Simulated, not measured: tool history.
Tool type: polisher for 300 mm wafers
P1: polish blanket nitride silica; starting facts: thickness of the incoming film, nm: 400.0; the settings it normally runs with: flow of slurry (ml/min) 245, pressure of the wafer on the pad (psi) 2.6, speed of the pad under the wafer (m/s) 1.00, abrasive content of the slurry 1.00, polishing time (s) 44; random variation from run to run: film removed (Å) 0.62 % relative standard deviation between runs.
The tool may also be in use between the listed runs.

| run | hour | flow of slurry (ml/min) | pressure of the wafer on the pad (psi) | speed of the pad under the wafer (m/s) | abrasive content of the slurry | polishing time (s) | wafers polished on this pad | hours since the slurry nozzle was cleaned | hours since the head pressure was calibrated | hours since the slurry blender was calibrated | hours since the conditioning disc was replaced | film removed (Å) |
|---|---|---|---|---|---|---|---|---|---|---|---|---|
| 1 | 6.1 | 245 | 2.6 | 1.00 | 1.00 | 44 | 504 | 470.6 | 729.2 | 85.9 | 398.9 | 167.760 |
| 2 | 12.8 | 245 | 2.6 | 1.00 | 0.70 | 26 | 566 | 477.3 | 735.9 | 92.6 | 405.6 | 82.165 |
| 3 | 18.5 | 245 | 3.9 | 1.00 | 1.45 | 44 | 620 | 483.0 | 741.6 | 98.3 | 411.3 | 296.790 |
| 4 | 23.3 | 245 | 2.6 | 1.00 | 0.70 | 44 | 665 | 487.8 | 746.4 | 103.1 | 416.1 | 140.710 |
| 5 | 28.4 | 245 | 3.9 | 1.00 | 1.00 | 44 | 713 | 492.9 | 751.5 | 108.2 | 421.2 | 251.680 |
| 6 | 33.8 | 340 | 2.6 | 1.00 | 1.00 | 44 | 763 | 498.3 | 756.9 | 113.6 | 426.6 | 174.290 |
| 7 | 41.0 | 245 | 2.6 | 1.00 | 1.00 | 32 | 831 | 505.5 | 764.1 | 120.8 | 433.8 | 121.390 |
| 8 | 45.8 | 245 | 1.5 | 1.00 | 1.00 | 44 | 876 | 510.3 | 768.9 | 125.6 | 438.6 | 96.562 |
| 9 | 51.6 | 245 | 1.6 | 1.00 | 1.45 | 44 | 930 | 516.1 | 774.7 | 131.4 | 444.4 | 120.690 |
| 10 | 54.8 | 245 | 2.6 | 1.00 | 1.00 | 64 | 960 | 519.3 | 777.9 | 134.6 | 447.6 | 245.080 |
| 11 | 59.3 | 245 | 2.6 | 1.00 | 1.00 | 44 | 1002 | 523.8 | 782.4 | 139.1 | 452.1 | 167.410 |
| 12 | 66.0 | 245 | 2.6 | 1.00 | 1.00 | 44 | 1065 | 530.5 | 789.1 | 145.8 | 458.8 | 170.270 |
| 13 | 71.1 | 145 | 2.6 | 1.00 | 1.00 | 44 | 1113 | 535.6 | 794.2 | 150.9 | 463.9 | 154.220 |
| 14 | 77.8 | 245 | 2.6 | 0.44 | 1.00 | 44 | 1175 | 542.3 | 800.9 | 157.6 | 470.6 | 86.618 |
| 15 | 83.6 | 245 | 2.6 | 1.00 | 1.00 | 44 | 1230 | 548.1 | 806.7 | 163.4 | 476.4 | 167.840 |
| 16 | 88.3 | 245 | 2.6 | 1.00 | 1.45 | 44 | 1274 | 552.8 | 811.4 | 168.1 | 481.1 | 194.590 |
| 17 | 94.9 | 245 | 2.6 | 1.00 | 1.00 | 44 | 1335 | 559.4 | 818.0 | 174.7 | 487.7 | 170.270 |
| 18 | 100.4 | 245 | 2.6 | 1.52 | 1.00 | 44 | 1387 | 564.9 | 823.5 | 180.2 | 493.2 | 234.650 |
| 19 | 105.0 | 245 | 2.6 | 1.00 | 1.00 | 44 | 1430 | 569.5 | 828.1 | 184.8 | 497.8 | 170.140 |
| 20 | 111.8 | 245 | 2.6 | 1.00 | 1.00 | 44 | 1494 | 576.3 | 834.9 | 191.6 | 504.6 | 157.940 |
| 21 | 117.1 | 245 | 2.6 | 1.00 | 1.00 | 44 | 1543 | 581.6 | 840.2 | 196.9 | 509.9 | 152.840 |
| 22 | 123.2 | 245 | 2.6 | 1.00 | 1.00 | 44 | 1600 | 587.7 | 846.3 | 203.0 | 516.0 | 151.400 |
|  | 126.9 | worn pad replaced by a new one |
|  | 127.9 | slurry nozzle cleaned |
| 23 | 128.3 | 245 | 2.6 | 1.00 | 1.00 | 44 | 13 | 0.4 | 851.4 | 208.1 | 521.1 | 150.700 |
|  | 129.5 | conditioning disc replaced and pad reconditioned |
| 24 | 132.2 | 245 | 2.6 | 1.00 | 1.00 | 44 | 49 | 4.3 | 855.3 | 212.0 | 2.8 | 148.250 |
| 25 | 135.3 | 245 | 2.6 | 1.00 | 1.00 | 44 | 78 | 7.4 | 858.4 | 215.1 | 5.9 | 149.430 |
| 26 | 141.7 | 245 | 2.6 | 1.00 | 1.00 | 44 | 138 | 13.8 | 864.8 | 221.5 | 12.3 | 148.620 |

P1 has crept away from where it was. The log is fitted equally well by each of these 2 causes, at the sizes shown:
A: head's pressure below its setpoint, % = 11.3
B: abrasive missing from the slurry, % = 21.8
The drift started at roughly hour 105.0.
All other causes, with the reason each is excluded:
removal rate lost through wear of the pad, %: was serviced at hour 126.9, once the creep was under way, yet the earlier output never came back
slurry flow missing at the pad, %: was serviced at hour 127.9, once the creep was under way, yet the earlier output never came back
time polished since the conditioner stopped cutting, s: was serviced at hour 129.5, once the creep was under way, yet the earlier output never came back

Of the 4 check runs below, each run on 5 wafers with the results averaged and each result still a question mark, which one would tell the listed causes apart?
| check 1 | 148.1 | 325 | 2.6 | 1.00 | 1.00 | 44 |  |  |  |  |  | ? |
| check 2 | 148.1 | 245 | 2.0 | 1.00 | 1.00 | 44 |  |  |  |  |  | ? |
| check 3 | 148.1 | 195 | 2.6 | 1.00 | 1.45 | 44 |  |  |  |  |  | ? |
| check 4 | 148.1 | 245 | 2.6 | 0.52 | 1.00 | 44 |  |  |  |  |  | ? |

Check results expected under each cause:
| check | result | if A | if B |
|---|---|---|---|
| check 1 | film removed (Å) | 153.140 | 153.230 |
| check 2 | film removed (Å) | 114.650 | 114.720 |
| check 3 | film removed (Å) | 168.760 | 172.690 |
| check 4 | film removed (Å) | 88.336 | 88.389 |
How far apart the two closest causes lie, in the result that separates them most: check 1 0.06 %; check 2 0.06 %; check 3 2.3 %; check 4 0.06 %
Only in check 3 would the causes give clearly different results; in the remaining checks their results would be nearly the same.

The results of check 3 are: film removed (Å) 168.350. Based on these, which of the listed causes is it?

It was cause A: head's pressure below its setpoint, %.

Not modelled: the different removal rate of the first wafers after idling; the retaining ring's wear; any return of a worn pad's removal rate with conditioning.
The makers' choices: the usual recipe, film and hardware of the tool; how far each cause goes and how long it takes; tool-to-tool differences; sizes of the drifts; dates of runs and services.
